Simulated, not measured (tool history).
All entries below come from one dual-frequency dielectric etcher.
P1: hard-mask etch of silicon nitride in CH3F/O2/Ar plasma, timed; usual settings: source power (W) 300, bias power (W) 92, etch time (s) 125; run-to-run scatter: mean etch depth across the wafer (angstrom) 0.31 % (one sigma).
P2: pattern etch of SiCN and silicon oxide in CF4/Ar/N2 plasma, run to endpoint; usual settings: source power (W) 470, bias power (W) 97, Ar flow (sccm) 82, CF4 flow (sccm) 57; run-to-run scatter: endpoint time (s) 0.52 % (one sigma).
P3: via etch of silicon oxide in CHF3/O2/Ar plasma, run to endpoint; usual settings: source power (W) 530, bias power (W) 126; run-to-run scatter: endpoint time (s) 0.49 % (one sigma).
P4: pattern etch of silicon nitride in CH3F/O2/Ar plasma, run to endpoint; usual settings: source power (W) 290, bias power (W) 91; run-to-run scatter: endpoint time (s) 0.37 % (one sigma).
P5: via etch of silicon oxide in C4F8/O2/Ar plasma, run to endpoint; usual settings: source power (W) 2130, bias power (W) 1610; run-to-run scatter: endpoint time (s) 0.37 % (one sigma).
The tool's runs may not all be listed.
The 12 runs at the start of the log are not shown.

run	day	process that ran	source power (W)	bias power (W)	etch time (s)	Ar flow (sccm)	CF4 flow (sccm)	mean etch depth across the wafer (angstrom)	endpoint time (s)
13	1.996	P5	1410	1610					286.77
14	2.138	P1	300	92	125			862.59	
15	2.233	P1	300	92	125			858.44	
# day 2.329: source power generator calibrated
16	2.404	P1	300	92	125			867.67	
17	2.567	P3	530	126					352.85
18	2.775	P3	530	169					324.1
19	2.971	P5	2130	2196					224.95
20	3.083	P3	320	126					431.8
21	3.212	P4	290	91					34.773

What will run 22 give?
22	3.342	P4	290	68					?

{"run 22": {"endpoint time (s)": 38.519}}

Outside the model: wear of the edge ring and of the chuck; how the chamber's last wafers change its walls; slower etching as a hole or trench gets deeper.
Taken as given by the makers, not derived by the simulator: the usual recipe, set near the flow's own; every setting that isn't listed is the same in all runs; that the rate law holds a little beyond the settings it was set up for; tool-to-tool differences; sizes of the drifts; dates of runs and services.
